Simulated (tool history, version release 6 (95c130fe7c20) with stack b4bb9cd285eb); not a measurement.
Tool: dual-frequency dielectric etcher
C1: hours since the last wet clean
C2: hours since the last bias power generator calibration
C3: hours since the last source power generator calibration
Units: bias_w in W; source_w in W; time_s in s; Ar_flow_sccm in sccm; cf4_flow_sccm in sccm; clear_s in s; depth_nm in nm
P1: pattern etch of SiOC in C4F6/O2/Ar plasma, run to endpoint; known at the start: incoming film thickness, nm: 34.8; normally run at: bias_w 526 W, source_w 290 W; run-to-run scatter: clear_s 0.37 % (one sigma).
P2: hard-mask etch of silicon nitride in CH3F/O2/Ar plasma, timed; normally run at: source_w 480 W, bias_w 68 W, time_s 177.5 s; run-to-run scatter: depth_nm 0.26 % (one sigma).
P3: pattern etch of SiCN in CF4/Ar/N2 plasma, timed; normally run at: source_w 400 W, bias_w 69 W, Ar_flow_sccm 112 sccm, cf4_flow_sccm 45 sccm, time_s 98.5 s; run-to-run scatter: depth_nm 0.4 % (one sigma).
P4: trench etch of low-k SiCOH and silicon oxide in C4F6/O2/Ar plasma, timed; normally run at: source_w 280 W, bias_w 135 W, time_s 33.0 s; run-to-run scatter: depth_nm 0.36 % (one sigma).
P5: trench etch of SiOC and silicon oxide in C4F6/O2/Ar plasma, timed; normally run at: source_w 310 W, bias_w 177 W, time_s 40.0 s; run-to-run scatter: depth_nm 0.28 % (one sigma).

Run 1, day 0.362: process P1, bias_w 526 W, source_w 290 W; C1 97.0; C2 2989.5; C3 1041.7. Result: clear_s 12.499 s.
Run 2, day 0.629: process P4, bias_w 135 W, source_w 200 W, time_s 33.0 s; C1 103.4; C2 2995.9; C3 1048.1. Result: depth_nm 69.899 nm.
Run 3, day 0.846: process P5, bias_w 177 W, source_w 410 W, time_s 40.0 s; C1 108.6; C2 3001.1; C3 1053.3. Result: depth_nm 79.923 nm.
Run 4, day 1.196: process P2, bias_w 68 W, source_w 370 W, time_s 177.5 s; C1 117.0; C2 3009.5; C3 1061.7. Result: depth_nm 117.000 nm.
Run 5, day 1.375: process P2, bias_w 68 W, source_w 480 W, time_s 177.5 s; C1 121.3; C2 3013.8; C3 1066.0. Result: depth_nm 129.340 nm.
Run 6, day 1.617: process P1, bias_w 732 W, source_w 230 W; C1 127.1; C2 3019.6; C3 1071.8. Result: clear_s 11.990 s.
Run 7, day 1.967: process P2, bias_w 88 W, source_w 480 W, time_s 177.5 s; C1 135.5; C2 3028.0; C3 1080.2. Result: depth_nm 141.050 nm.
Run 8, day 2.321: process P4, bias_w 135 W, source_w 280 W, time_s 33.0 s; C1 144.0; C2 3036.5; C3 1088.7. Result: depth_nm 78.935 nm.
Run 9, day 2.667: process P3, bias_w 69 W, source_w 400 W, time_s 98.5 s, Ar_flow_sccm 145 sccm, cf4_flow_sccm 45 sccm; C1 152.3; C2 3044.8; C3 1097.0. Result: depth_nm 66.156 nm.
Run 10, day 2.925: process P1, bias_w 526 W, source_w 290 W; C1 158.5; C2 3051.0; C3 1103.2. Result: clear_s 12.503 s.
Run 11, day 3.279: process P3, bias_w 69 W, source_w 320 W, time_s 98.5 s, Ar_flow_sccm 112 sccm, cf4_flow_sccm 45 sccm; C1 167.0; C2 3059.5; C3 1111.7. Result: depth_nm 56.424 nm.
Run 12, day 3.475: process P4, bias_w 135 W, source_w 280 W, time_s 33.0 s; C1 171.7; C2 3064.2; C3 1116.4. Result: depth_nm 79.406 nm.
Run 13, day 3.846: process P2, bias_w 68 W, source_w 480 W, time_s 177.5 s; C1 180.6; C2 3073.1; C3 1125.3. Result: depth_nm 128.990 nm.
Run 14, day 4.062: process P3, bias_w 69 W, source_w 400 W, time_s 98.5 s, Ar_flow_sccm 112 sccm, cf4_flow_sccm 61 sccm; C1 185.8; C2 3078.3; C3 1130.5. Result: depth_nm 72.645 nm.
Run 15, day 4.271: process P1, bias_w 526 W, source_w 290 W; C1 190.8; C2 3083.3; C3 1135.5. Result: clear_s 12.490 s.
Run 16, day 4.488: process P1, bias_w 526 W, source_w 290 W; C1 196.0; C2 3088.5; C3 1140.7. Result: clear_s 12.543 s.
Run 17, day 4.729: process P4, bias_w 135 W, source_w 280 W, time_s 18.0 s; C1 201.8; C2 3094.3; C3 1146.5. Result: depth_nm 43.485 nm.
Run 18, day 4.950: process P1, bias_w 526 W, source_w 220 W; C1 207.1; C2 3099.6; C3 1151.8. Result: clear_s 13.844 s.
Run 19, day 5.133: process P1, bias_w 526 W, source_w 290 W; C1 211.5; C2 3104.0; C3 1156.2. Result: clear_s 12.527 s.
Run 20, day 5.421: process P5, bias_w 177 W, source_w 310 W, time_s 40.0 s; C1 218.4; C2 3110.9; C3 1163.1. Result: depth_nm 71.639 nm.
Run 21, day 5.700: process P5, bias_w 177 W, source_w 310 W, time_s 25.0 s; C1 225.1; C2 3117.6; C3 1169.8. Result: depth_nm 44.707 nm.
Run 22, day 6.067: process P1, bias_w 402 W, source_w 290 W; C1 233.9; C2 3126.4; C3 1178.6. Result: clear_s 13.869 s.

The next listed run, before its measurement:
Run 23, day 6.404: process P1, bias_w 526 W, source_w 350 W; C1 242.0; C2 3134.5; C3 1186.7. Result: clear_s ?.

{"run 23": {"clear_s": 11.646}}
